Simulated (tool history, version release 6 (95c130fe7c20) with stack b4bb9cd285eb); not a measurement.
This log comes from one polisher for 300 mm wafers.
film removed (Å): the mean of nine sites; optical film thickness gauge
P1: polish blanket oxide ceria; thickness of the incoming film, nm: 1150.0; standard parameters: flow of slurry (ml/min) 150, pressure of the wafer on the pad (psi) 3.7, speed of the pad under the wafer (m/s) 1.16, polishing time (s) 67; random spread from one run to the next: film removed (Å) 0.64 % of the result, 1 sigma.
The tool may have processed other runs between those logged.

run,hour,flow of slurry (ml/min),pressure of the wafer on the pad (psi),speed of the pad under the wafer (m/s),polishing time (s),wafers polished on this pad,hours since the slurry nozzle was cleaned,hours since the head pressure was calibrated,film removed (Å)
1,8.1,150,3.7,1.16,67,494,141.9,100.1,3531.9
2,15.6,150,3.7,1.16,67,550,149.4,107.6,3514.8
3,21.5,150,1.7,1.16,67,594,155.3,113.5,1632.8
4,27.3,150,5,1.16,67,638,161.1,119.3,4767.7
5,31.6,150,3.7,1.68,67,670,165.4,123.6,5104.2
6,37.1,150,3.7,0.52,67,712,170.9,129.1,1579.6
7,43.7,150,3.7,1.16,67,761,177.5,135.7,3554.4
8,50.4,150,3.7,1.16,33,811,184.2,142.4,1739.8
# hour 53.1: head pressure recalibrated
9,56.1,150,3.7,1.16,99,854,189.9,3,5234.2
# hour 62.3: slurry nozzle cleaned
10,62.4,150,3.7,1.16,67,902,0.2,9.3,3545.3
11,70.7,195,3.7,1.16,100,964,8.5,17.6,5513.2
12,77.9,230,3.7,1.16,67,1018,15.7,24.8,3768.3
13,86.1,110,3.7,1.16,67,1080,23.9,33,3301.5
14,90.8,150,3.7,1.16,67,1115,28.6,37.7,3537.9
15,95.1,150,3.7,1.16,67,1147,32.9,42,3426.1
16,101.7,150,3.7,1.16,67,1197,39.5,48.6,3318.9
17,109.5,150,3.7,1.16,67,1256,47.3,56.4,3265
# hour 115.2: head pressure recalibrated
18,116.1,150,3.7,1.16,67,1305,53.9,1,3238.9
19,121.3,150,3.7,1.16,67,1344,59.1,6.2,3260.1
20,126.5,150,3.7,1.16,67,1383,64.3,11.4,3230.5
21,131.3,150,3.7,1.16,67,1420,69.1,16.2,3236.4
22,136.1,150,3.7,1.16,67,1456,73.9,21,3190.3
23,142.1,150,3.7,1.16,67,1501,79.9,27,3204.9

Compared with where it was, what P1 gives has crept away. Each cause listed below fits the log as well as the rest, at the size given for it:
A: removal rate lost through wear of the pad, % = 9.38
B: slurry flow missing at the pad, % = 36.8
The creep began at about hour 90.8.
Why every other cause is out:
head's pressure below its setpoint, %: serviced at hour 115.2, which brought nothing back

Of the 4 check runs below, each run on 2 wafers with the results averaged and each result still a question mark, which one would tell the listed causes apart?
check 1,148.1,150,1.7,1.66,67,,,,?
check 2,148.1,150,2.2,0.88,67,,,,?
check 3,148.1,230,3.7,1.16,67,,,,?
check 4,148.1,150,3.7,0.52,95,,,,?

Predicted outcomes, by check and by cause:
check,result,if A,if B
check 1,film removed (Å),2105.7,2106.2
check 2,film removed (Å),1444.6,1444.9
check 3,film removed (Å),3403.6,3514.6
check 4,film removed (Å),2035.6,2036
Distance between the nearest two causes, measured in the result of the check that separates them most: check 1 0.02 %; check 2 0.02 %; check 3 3.21 %; check 4 0.02 %
Check 3 distinguishes between the causes, while the remaining checks would return nearly the same result for all of them.

With check 3 done, the readings were: film removed (Å) 3427.3. Identify which of the listed causes applies.

The cause is A: removal rate lost through wear of the pad, %.
